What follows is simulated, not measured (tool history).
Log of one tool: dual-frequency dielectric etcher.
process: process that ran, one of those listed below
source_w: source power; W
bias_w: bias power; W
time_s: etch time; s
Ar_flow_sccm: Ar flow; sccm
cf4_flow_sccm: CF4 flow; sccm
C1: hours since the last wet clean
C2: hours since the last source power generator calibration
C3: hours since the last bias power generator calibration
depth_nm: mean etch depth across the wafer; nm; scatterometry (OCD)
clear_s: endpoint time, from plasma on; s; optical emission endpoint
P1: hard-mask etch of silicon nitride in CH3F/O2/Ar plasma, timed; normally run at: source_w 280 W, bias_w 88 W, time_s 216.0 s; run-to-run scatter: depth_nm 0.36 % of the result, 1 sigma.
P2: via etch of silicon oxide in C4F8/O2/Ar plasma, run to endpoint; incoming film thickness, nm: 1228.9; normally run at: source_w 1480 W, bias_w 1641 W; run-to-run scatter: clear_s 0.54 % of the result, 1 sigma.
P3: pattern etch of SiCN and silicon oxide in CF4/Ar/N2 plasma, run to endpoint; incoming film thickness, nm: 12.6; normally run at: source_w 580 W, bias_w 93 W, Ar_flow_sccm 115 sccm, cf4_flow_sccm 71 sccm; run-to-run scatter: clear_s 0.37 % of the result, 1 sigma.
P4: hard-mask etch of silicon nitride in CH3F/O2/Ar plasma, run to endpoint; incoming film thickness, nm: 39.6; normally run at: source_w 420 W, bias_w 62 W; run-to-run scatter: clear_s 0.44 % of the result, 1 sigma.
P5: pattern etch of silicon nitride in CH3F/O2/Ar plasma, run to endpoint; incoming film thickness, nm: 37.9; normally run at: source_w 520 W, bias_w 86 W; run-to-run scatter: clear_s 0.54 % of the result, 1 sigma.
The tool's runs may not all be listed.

{"run": 1, "hour": 10.1, "process": "P1", "source_w": 280, "bias_w": 88, "time_s": 216.0, "C1": 189.5, "C2": 938.1, "C3": 1196.5, "depth_nm": 142.67}
{"run": 2, "hour": 24.8, "process": "P2", "source_w": 2090, "bias_w": 1641, "C1": 204.2, "C2": 952.8, "C3": 1211.2, "clear_s": 261.45}
{"run": 3, "hour": 42.9, "process": "P1", "source_w": 280, "bias_w": 88, "time_s": 150.0, "C1": 222.3, "C2": 970.9, "C3": 1229.3, "depth_nm": 99.91}
{"run": 4, "hour": 52.4, "process": "P2", "source_w": 1480, "bias_w": 1343, "C1": 231.8, "C2": 980.4, "C3": 1238.8, "clear_s": 320.99}
{"run": 5, "hour": 70.9, "process": "P1", "source_w": 280, "bias_w": 88, "time_s": 216.0, "C1": 250.3, "C2": 998.9, "C3": 1257.3, "depth_nm": 143.18}
{"run": 6, "hour": 85.3, "process": "P3", "source_w": 580, "bias_w": 59, "Ar_flow_sccm": 115, "cf4_flow_sccm": 71, "C1": 264.7, "C2": 1013.3, "C3": 1271.7, "clear_s": 12.938}
{"run": 7, "hour": 98.8, "process": "P1", "source_w": 190, "bias_w": 88, "time_s": 216.0, "C1": 278.2, "C2": 1026.8, "C3": 1285.2, "depth_nm": 124.13}
{"run": 8, "hour": 110.7, "process": "P3", "source_w": 580, "bias_w": 93, "Ar_flow_sccm": 115, "cf4_flow_sccm": 71, "C1": 290.1, "C2": 1038.7, "C3": 1297.1, "clear_s": 10.964}
{"run": 9, "hour": 130.2, "process": "P5", "source_w": 330, "bias_w": 86, "C1": 309.6, "C2": 1058.2, "C3": 1316.6, "clear_s": 55.73}
{"run": 10, "hour": 147.1, "process": "P1", "source_w": 280, "bias_w": 109, "time_s": 164.0, "C1": 326.5, "C2": 1075.1, "C3": 1333.5, "depth_nm": 118.8}
{"run": 11, "hour": 156.3, "process": "P2", "source_w": 1480, "bias_w": 1641, "C1": 335.7, "C2": 1084.3, "C3": 1342.7, "clear_s": 303.81}
{"run": 12, "hour": 166.2, "process": "P1", "source_w": 350, "bias_w": 88, "time_s": 216.0, "C1": 345.6, "C2": 1094.2, "C3": 1352.6, "depth_nm": 155.76}
{"run": 13, "hour": 184.4, "process": "P1", "source_w": 280, "bias_w": 88, "time_s": 216.0, "C1": 363.8, "C2": 1112.4, "C3": 1370.8, "depth_nm": 143.21}
{"run": 14, "hour": 196.2, "process": "P1", "source_w": 280, "bias_w": 56, "time_s": 216.0, "C1": 375.6, "C2": 1124.2, "C3": 1382.6, "depth_nm": 122.15}
{"run": 15, "hour": 205.4, "process": "P5", "source_w": 520, "bias_w": 86, "C1": 384.8, "C2": 1133.4, "C3": 1391.8, "clear_s": 46.928}
{"run": 16, "hour": 223.0, "process": "P1", "source_w": 280, "bias_w": 102, "time_s": 164.0, "C1": 402.4, "C2": 1151.0, "C3": 1409.4, "depth_nm": 115.73}
{"run": 17, "hour": 234.4, "process": "P3", "source_w": 390, "bias_w": 93, "Ar_flow_sccm": 115, "cf4_flow_sccm": 71, "C1": 413.8, "C2": 1162.4, "C3": 1420.8, "clear_s": 15.699}
{"run": 18, "hour": 251.3, "process": "P2", "source_w": 1480, "bias_w": 1641, "C1": 430.7, "C2": 1179.3, "C3": 1437.7, "clear_s": 303.78}
{"run": 19, "hour": 270.4, "process": "P4", "source_w": 250, "bias_w": 62, "C1": 449.8, "C2": 1198.4, "C3": 1456.8, "clear_s": 73.182}
{"run": 20, "hour": 284.8, "process": "P3", "source_w": 580, "bias_w": 93, "Ar_flow_sccm": 115, "cf4_flow_sccm": 52, "C1": 464.2, "C2": 1212.8, "C3": 1471.2, "clear_s": 11.563}
{"run": 21, "hour": 294.4, "process": "P5", "source_w": 520, "bias_w": 86, "C1": 473.8, "C2": 1222.4, "C3": 1480.8, "clear_s": 47.498}
{"run": 22, "hour": 309.3, "process": "P1", "source_w": 280, "bias_w": 88, "time_s": 216.0, "C1": 488.7, "C2": 1237.3, "C3": 1495.7, "depth_nm": 143.53}
{"run": 23, "hour": 324.6, "process": "P4", "source_w": 420, "bias_w": 49, "C1": 504.0, "C2": 1252.6, "C3": 1511.0, "clear_s": 64.999}
{"run": 24, "hour": 340.3, "process": "P1", "source_w": 280, "bias_w": 121, "time_s": 216.0, "C1": 519.7, "C2": 1268.3, "C3": 1526.7, "depth_nm": 162.78}
{"run": 25, "hour": 349.8, "process": "P4", "source_w": 420, "bias_w": 62, "C1": 529.2, "C2": 1277.8, "C3": 1536.2, "clear_s": 60.152}
{"run": 26, "hour": 359.4, "process": "P1", "source_w": 280, "bias_w": 88, "time_s": 216.0, "C1": 538.8, "C2": 1287.4, "C3": 1545.8, "depth_nm": 144.25}
{"run": 27, "hour": 374.8, "process": "P1", "source_w": 280, "bias_w": 88, "time_s": 216.0, "C1": 554.2, "C2": 1302.8, "C3": 1561.2, "depth_nm": 143.67}
{"run": 28, "hour": 383.8, "process": "P3", "source_w": 580, "bias_w": 93, "Ar_flow_sccm": 88, "cf4_flow_sccm": 71, "C1": 563.2, "C2": 1311.8, "C3": 1570.2, "clear_s": 10.557}
{"run": 29, "hour": 392.6, "process": "P1", "source_w": 280, "bias_w": 88, "time_s": 296.5, "C1": 572.0, "C2": 1320.6, "C3": 1579.0, "depth_nm": 196.93}
{"run": 30, "hour": 407.8, "process": "P5", "source_w": 520, "bias_w": 120, "C1": 587.2, "C2": 1335.8, "C3": 1594.2, "clear_s": 41.712}
{"run": 31, "hour": 425.8, "process": "P1", "source_w": 280, "bias_w": 88, "time_s": 216.0, "C1": 605.2, "C2": 1353.8, "C3": 1612.2, "depth_nm": 142.85}
{"run": 32, "hour": 435.0, "process": "P1", "source_w": 190, "bias_w": 119, "time_s": 216.0, "C1": 614.4, "C2": 1363.0, "C3": 1621.4, "depth_nm": 140.19}
{"run": 33, "hour": 450.1, "process": "P1", "source_w": 280, "bias_w": 88, "time_s": 216.0, "C1": 629.5, "C2": 1378.1, "C3": 1636.5, "depth_nm": 142.5}
{"run": 34, "hour": 467.4, "process": "P1", "source_w": 280, "bias_w": 88, "time_s": 216.0, "C1": 646.8, "C2": 1395.4, "C3": 1653.8, "depth_nm": 142.19}
{"run": 35, "hour": 485.5, "process": "P1", "source_w": 280, "bias_w": 88, "time_s": 216.0, "C1": 664.9, "C2": 1413.5, "C3": 1671.9, "depth_nm": 142.05}
{"run": 36, "hour": 497.3, "process": "P1", "source_w": 280, "bias_w": 88, "time_s": 216.0, "C1": 676.7, "C2": 1425.3, "C3": 1683.7, "depth_nm": 141.35}
{"run": 37, "hour": 506.2, "process": "P1", "source_w": 280, "bias_w": 88, "time_s": 216.0, "C1": 685.6, "C2": 1434.2, "C3": 1692.6, "depth_nm": 141.64}
{"hour": 515.5, "done": "wet clean of the chamber"}
{"run": 38, "hour": 519.3, "process": "P1", "source_w": 280, "bias_w": 88, "time_s": 216.0, "C1": 3.8, "C2": 1447.3, "C3": 1705.7, "depth_nm": 140.53}
{"run": 39, "hour": 537.3, "process": "P1", "source_w": 280, "bias_w": 88, "time_s": 216.0, "C1": 21.8, "C2": 1465.3, "C3": 1723.7, "depth_nm": 140.57}

What P1 gives has crept away from where it was. These 2 causes fit the log equally well, each at the size given:
A: source power that arrives under what is set, % = 4.74
B: bias power that arrives under what is set, % = 4.82
The creep began at about hour 450.1.
Why every other cause is out:
chamber walls in a state that lowers the etch rate, %: serviced at hour 515.5, which brought nothing back

4 check runs are offered, one wafer each, their results left as question marks. Which one tells the causes apart?
{"run": "check 1", "hour": 555.3, "process": "P2", "source_w": 1990, "bias_w": 1641, "clear_s": "?"}
{"run": "check 2", "hour": 555.3, "process": "P4", "source_w": 420, "bias_w": 53, "clear_s": "?"}
{"run": "check 3", "hour": 555.3, "process": "P3", "source_w": 580, "bias_w": 62, "Ar_flow_sccm": 115, "cf4_flow_sccm": 71, "clear_s": "?"}
{"run": "check 4", "hour": 555.3, "process": "P5", "source_w": 330, "bias_w": 119, "clear_s": "?"}

What each check would give under each cause:
check=check_1 result=clear_s if_A=272.900 if_B=271.220
check=check_2 result=clear_s if_A=64.456 if_B=64.243
check=check_3 result=clear_s if_A=13.241 if_B=12.889
check=check_4 result=clear_s if_A=50.261 if_B=50.311
How far apart the two closest causes lie, in the result that separates them most: check 1 0.62 %; check 2 0.33 %; check 3 2.7 %; check 4 0.1 %
Check 3 tells the causes apart: in the others they would give nearly the same result.

Then check 3 was run and gave: clear_s 12.834 s. Which cause is it?

It is B: bias power that arrives under what is set, %.

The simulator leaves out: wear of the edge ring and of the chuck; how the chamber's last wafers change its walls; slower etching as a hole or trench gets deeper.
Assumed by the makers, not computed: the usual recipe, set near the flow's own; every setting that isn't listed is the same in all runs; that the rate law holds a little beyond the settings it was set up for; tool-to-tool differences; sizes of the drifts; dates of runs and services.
